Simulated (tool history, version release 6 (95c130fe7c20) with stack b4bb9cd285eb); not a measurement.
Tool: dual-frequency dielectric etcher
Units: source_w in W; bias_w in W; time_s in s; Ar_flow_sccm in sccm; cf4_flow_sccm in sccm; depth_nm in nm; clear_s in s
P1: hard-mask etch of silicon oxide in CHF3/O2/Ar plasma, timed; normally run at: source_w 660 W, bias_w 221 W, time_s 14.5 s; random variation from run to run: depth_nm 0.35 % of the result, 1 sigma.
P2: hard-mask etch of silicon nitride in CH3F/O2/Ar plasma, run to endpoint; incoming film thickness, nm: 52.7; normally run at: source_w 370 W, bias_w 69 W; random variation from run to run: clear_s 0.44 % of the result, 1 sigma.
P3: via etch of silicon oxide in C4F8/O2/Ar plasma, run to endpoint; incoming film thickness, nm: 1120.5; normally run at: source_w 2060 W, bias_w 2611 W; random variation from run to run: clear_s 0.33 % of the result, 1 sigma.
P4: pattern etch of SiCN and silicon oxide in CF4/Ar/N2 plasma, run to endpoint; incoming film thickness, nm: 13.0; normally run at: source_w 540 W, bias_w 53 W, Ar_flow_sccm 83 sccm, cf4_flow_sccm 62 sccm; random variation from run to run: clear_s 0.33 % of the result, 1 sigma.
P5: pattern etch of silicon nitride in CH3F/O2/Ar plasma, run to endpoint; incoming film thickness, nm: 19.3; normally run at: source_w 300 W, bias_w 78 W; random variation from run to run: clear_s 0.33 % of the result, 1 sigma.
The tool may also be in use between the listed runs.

run,hour,process,source_w,bias_w,time_s,Ar_flow_sccm,cf4_flow_sccm,hours since the last wet clean,hours since the last source power generator calibration,hours since the last bias power generator calibration,depth_nm,clear_s
1,7.1,P1,660,221,14.5,,,472.9,961.8,499.7,31.182,
2,13.6,P4,540,53,,114,62,479.4,968.3,506.2,,14.578
3,21.8,P1,440,303,14.5,,,487.6,976.5,514.4,30.182,
4,29.9,P1,660,221,8,,,495.7,984.6,522.5,17.382,
5,38.6,P5,300,111,,,,504.4,993.3,531.2,,27.199
6,49.1,P4,540,53,,83,62,514.9,1003.8,541.7,,13.778
7,55.1,P1,660,221,14.5,,,520.9,1009.8,547.7,31.178,
8,65.3,P5,300,78,,,,531.1,1020,557.9,,30.914
9,75.3,P2,370,97,,,,541.1,1030,567.9,,70.342
10,84.2,P4,760,53,,83,62,550,1038.9,576.8,,10.219
11,94.4,P1,660,221,20,,,560.2,1049.1,587,43.185,
12,100.9,P4,540,53,,83,85,566.7,1055.6,593.5,,13.066
13,111.1,P3,1530,2611,,,,576.9,1065.8,603.7,,227.39
14,118.9,P3,2060,1705,,,,584.7,1073.6,611.5,,228.18
15,127.9,P4,540,66,,83,62,593.7,1082.6,620.5,,12.861
16,138.8,P2,370,69,,,,604.6,1093.5,631.4,,78.701
17,143.6,P1,660,221,14.5,,,609.4,1098.3,636.2,31.246,
18,150.7,P1,400,221,14.5,,,616.5,1105.4,643.3,26.027,
# hour 154: bias power generator calibrated
19,159.9,P1,660,306,8,,,625.7,1114.6,5.9,19.433,
20,169.1,P1,660,175,14.5,,,634.9,1123.8,15.1,28.862,
21,174.2,P1,660,301,14.5,,,640,1128.9,20.2,35.089,
22,179.2,P2,230,69,,,,645,1133.9,25.2,,94.659
23,187.7,P3,2060,2611,,,,653.5,1142.4,33.7,,201.17

Run 24 comes next. What will it give?
24,195.7,P4,540,53,,83,62,661.5,1150.4,41.7,,?

clear_s: 13.781 s
